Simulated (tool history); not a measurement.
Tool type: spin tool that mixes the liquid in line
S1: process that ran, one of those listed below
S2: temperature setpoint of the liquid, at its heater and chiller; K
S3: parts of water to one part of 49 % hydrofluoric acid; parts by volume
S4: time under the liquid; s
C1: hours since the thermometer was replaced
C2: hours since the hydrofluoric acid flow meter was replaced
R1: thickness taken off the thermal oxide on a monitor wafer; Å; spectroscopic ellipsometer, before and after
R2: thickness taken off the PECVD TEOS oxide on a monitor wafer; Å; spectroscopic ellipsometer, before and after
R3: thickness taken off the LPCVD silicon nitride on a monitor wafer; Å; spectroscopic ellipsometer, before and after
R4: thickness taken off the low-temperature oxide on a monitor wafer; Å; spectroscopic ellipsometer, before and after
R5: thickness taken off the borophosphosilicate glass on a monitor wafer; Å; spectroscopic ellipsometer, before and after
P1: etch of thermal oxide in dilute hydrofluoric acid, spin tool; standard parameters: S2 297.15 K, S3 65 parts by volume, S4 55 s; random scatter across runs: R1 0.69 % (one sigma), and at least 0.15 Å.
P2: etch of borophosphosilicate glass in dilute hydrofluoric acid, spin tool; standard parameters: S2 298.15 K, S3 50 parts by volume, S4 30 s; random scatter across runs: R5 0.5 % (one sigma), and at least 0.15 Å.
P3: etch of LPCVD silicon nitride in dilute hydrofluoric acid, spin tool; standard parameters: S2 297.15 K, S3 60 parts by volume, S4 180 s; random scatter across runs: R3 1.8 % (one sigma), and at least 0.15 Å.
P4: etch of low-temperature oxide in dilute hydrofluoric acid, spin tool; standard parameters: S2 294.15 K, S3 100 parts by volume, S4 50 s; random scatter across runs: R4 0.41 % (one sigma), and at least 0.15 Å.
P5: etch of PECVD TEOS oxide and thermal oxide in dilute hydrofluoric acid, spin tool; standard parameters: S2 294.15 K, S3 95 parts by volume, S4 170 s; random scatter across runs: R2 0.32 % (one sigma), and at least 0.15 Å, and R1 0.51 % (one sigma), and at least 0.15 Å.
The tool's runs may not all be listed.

{"run": 1, "day": 0.788, "S1": "P1", "S2": 297.15, "S3": 65, "S4": 55, "C1": 235.7, "C2": 1369.0, "R1": 41.833}
{"run": 2, "day": 1.454, "S1": "P5", "S2": 294.15, "S3": 95, "S4": 170, "C1": 251.7, "C2": 1385.0, "R1": 76.452, "R2": 301.27}
{"run": 3, "day": 2.154, "S1": "P3", "S2": 297.15, "S3": 60, "S4": 180, "C1": 268.5, "C2": 1401.8, "R3": 14.401}
{"run": 4, "day": 2.646, "S1": "P3", "S2": 297.15, "S3": 60, "S4": 265, "C1": 280.3, "C2": 1413.6, "R3": 20.65}
{"run": 5, "day": 3.133, "S1": "P1", "S2": 297.15, "S3": 65, "S4": 15, "C1": 292.0, "C2": 1425.3, "R1": 11.234}
{"run": 6, "day": 3.625, "S1": "P4", "S2": 294.15, "S3": 100, "S4": 15, "C1": 303.8, "C2": 1437.1, "R4": 26.702}
{"run": 7, "day": 4.108, "S1": "P1", "S2": 297.15, "S3": 65, "S4": 55, "C1": 315.4, "C2": 1448.7, "R1": 41.402}
{"run": 8, "day": 4.892, "S1": "P4", "S2": 294.15, "S3": 25, "S4": 50, "C1": 334.2, "C2": 1467.5, "R4": 388.53}
{"run": 9, "day": 5.6, "S1": "P4", "S2": 301.15, "S3": 100, "S4": 50, "C1": 351.2, "C2": 1484.5, "R4": 118.01}
{"run": 10, "day": 6.204, "S1": "P3", "S2": 302.65, "S3": 60, "S4": 180, "C1": 365.7, "C2": 1499.0, "R3": 20.36}
{"run": 11, "day": 6.871, "S1": "P5", "S2": 294.15, "S3": 95, "S4": 270, "C1": 381.7, "C2": 1515.0, "R1": 119.27, "R2": 479.75}
{"run": 12, "day": 7.583, "S1": "P5", "S2": 298.15, "S3": 95, "S4": 170, "C1": 398.8, "C2": 1532.1, "R1": 88.768, "R2": 356.87}
{"run": 13, "day": 8.354, "S1": "P1", "S2": 297.15, "S3": 65, "S4": 55, "C1": 417.3, "C2": 1550.6, "R1": 41.858}
{"run": 14, "day": 8.708, "S1": "P1", "S2": 293.65, "S3": 65, "S4": 30, "C1": 425.8, "C2": 1559.1, "R1": 19.95}
{"run": 15, "day": 9.158, "S1": "P1", "S2": 291.65, "S3": 65, "S4": 55, "C1": 436.6, "C2": 1569.9, "R1": 33.031}
{"run": 16, "day": 9.629, "S1": "P4", "S2": 294.15, "S3": 100, "S4": 50, "C1": 447.9, "C2": 1581.2, "R4": 89.812}
{"run": 17, "day": 9.979, "S1": "P3", "S2": 297.15, "S3": 60, "S4": 180, "C1": 456.3, "C2": 1589.6, "R3": 14.265}
{"run": 18, "day": 10.4, "S1": "P1", "S2": 302.15, "S3": 65, "S4": 55, "C1": 466.4, "C2": 1599.7, "R1": 50.611}
{"run": 19, "day": 10.854, "S1": "P2", "S2": 298.15, "S3": 80, "S4": 30, "C1": 477.3, "C2": 1610.6, "R5": 225.21}
{"run": 20, "day": 11.375, "S1": "P1", "S2": 297.15, "S3": 20, "S4": 55, "C1": 489.8, "C2": 1623.1, "R1": 144.61}
{"day": 12.117, "done": "hydrofluoric acid flow meter replaced"}
{"run": 21, "day": 12.15, "S1": "P3", "S2": 297.15, "S3": 95, "S4": 180, "C1": 508.4, "C2": 0.8, "R3": 8.9224}
{"run": 22, "day": 12.496, "S1": "P2", "S2": 298.15, "S3": 50, "S4": 30, "C1": 516.7, "C2": 9.1, "R5": 375.11}
{"run": 23, "day": 12.979, "S1": "P1", "S2": 301.15, "S3": 65, "S4": 95, "C1": 528.3, "C2": 20.7, "R1": 85.173}
{"run": 24, "day": 13.392, "S1": "P2", "S2": 298.15, "S3": 50, "S4": 30, "C1": 538.2, "C2": 30.6, "R5": 372.65}
{"run": 25, "day": 13.996, "S1": "P2", "S2": 302.15, "S3": 50, "S4": 30, "C1": 552.7, "C2": 45.1, "R5": 437.08}
{"run": 26, "day": 14.646, "S1": "P1", "S2": 297.15, "S3": 65, "S4": 55, "C1": 568.3, "C2": 60.7, "R1": 41.863}
{"run": 27, "day": 15.404, "S1": "P1", "S2": 297.15, "S3": 65, "S4": 90, "C1": 586.5, "C2": 78.9, "R1": 68.379}
{"run": 28, "day": 16.017, "S1": "P1", "S2": 297.15, "S3": 100, "S4": 55, "C1": 601.2, "C2": 93.6, "R1": 26.28}
{"run": 29, "day": 16.454, "S1": "P5", "S2": 294.15, "S3": 165, "S4": 170, "C1": 611.7, "C2": 104.1, "R1": 40.0, "R2": 161.46}
{"run": 30, "day": 16.858, "S1": "P1", "S2": 305.15, "S3": 65, "S4": 105, "C1": 621.4, "C2": 113.8, "R1": 110.51}
{"run": 31, "day": 17.633, "S1": "P5", "S2": 294.15, "S3": 95, "S4": 170, "C1": 640.0, "C2": 132.4, "R1": 75.79, "R2": 301.67}
{"run": 32, "day": 18.296, "S1": "P1", "S2": 297.15, "S3": 65, "S4": 55, "C1": 655.9, "C2": 148.3, "R1": 42.116}
{"run": 33, "day": 18.975, "S1": "P2", "S2": 298.15, "S3": 50, "S4": 60, "C1": 672.2, "C2": 164.6, "R5": 748.03}
{"run": 34, "day": 19.325, "S1": "P4", "S2": 294.15, "S3": 100, "S4": 50, "C1": 680.6, "C2": 173.0, "R4": 89.098}
{"run": 35, "day": 19.996, "S1": "P1", "S2": 297.15, "S3": 65, "S4": 55, "C1": 696.7, "C2": 189.1, "R1": 42.029}
{"run": 36, "day": 20.771, "S1": "P1", "S2": 297.15, "S3": 65, "S4": 55, "C1": 715.3, "C2": 207.7, "R1": 44.554}
{"run": 37, "day": 21.412, "S1": "P1", "S2": 297.15, "S3": 65, "S4": 55, "C1": 730.7, "C2": 223.1, "R1": 44.337}
{"run": 38, "day": 22.167, "S1": "P1", "S2": 297.15, "S3": 65, "S4": 55, "C1": 748.8, "C2": 241.2, "R1": 45.657}
{"run": 39, "day": 22.6, "S1": "P1", "S2": 297.15, "S3": 65, "S4": 55, "C1": 759.2, "C2": 251.6, "R1": 44.752}
{"run": 40, "day": 23.0, "S1": "P1", "S2": 297.15, "S3": 65, "S4": 55, "C1": 768.8, "C2": 261.2, "R1": 45.517}
{"run": 41, "day": 23.396, "S1": "P1", "S2": 297.15, "S3": 65, "S4": 55, "C1": 778.3, "C2": 270.7, "R1": 45.487}
{"run": 42, "day": 23.758, "S1": "P1", "S2": 297.15, "S3": 65, "S4": 55, "C1": 787.0, "C2": 279.4, "R1": 45.903}

P1 no longer gives what it gave before; its output has crept away from where it was. The following 2 causes, each at its listed size, fit the log equally well:
A: liquid hotter than its thermometer reads (K) = 2.25
B: hydrofluoric acid flow above the setpoint (%) = 8.74
The drift started at roughly day 19.996.

The 4 check runs listed below each average the results of 5 wafers, and their outcomes are marked with question marks. Under which run would the listed causes produce clearly different results?
{"run": "check 1", "day": 24.121, "S1": "P5", "S2": 294.15, "S3": 95, "S4": 170, "R1": "?", "R2": "?"}
{"run": "check 2", "day": 24.121, "S1": "P4", "S2": 294.15, "S3": 100, "S4": 50, "R4": "?"}
{"run": "check 3", "day": 24.121, "S1": "P3", "S2": 297.15, "S3": 60, "S4": 180, "R3": "?"}
{"run": "check 4", "day": 24.121, "S1": "P2", "S2": 298.15, "S3": 50, "S4": 30, "R5": "?"}

What every check run would give for each of its results, assuming each possible cause in turn:
check=check_1 result=R1 if_A=82.691 if_B=82.833
check=check_1 result=R2 if_A=330.33 if_B=330.90
check=check_2 result=R4 if_A=97.599 if_B=97.833
check=check_3 result=R3 if_A=16.5920 if_B=15.5080
check=check_4 result=R5 if_A=411.03 if_B=410.31
Smallest distance between any two causes, each pair judged by its most separating result, in per cent: check 1 0.17 %; check 2 0.24 %; check 3 6.76 %; check 4 0.18 %
Only in check 3 would the causes give clearly different results; in the remaining checks their results would be nearly the same.

Check 3 was then run and gave: R3 16.4940 Å. Which cause is it?

It is A: liquid hotter than its thermometer reads (K).
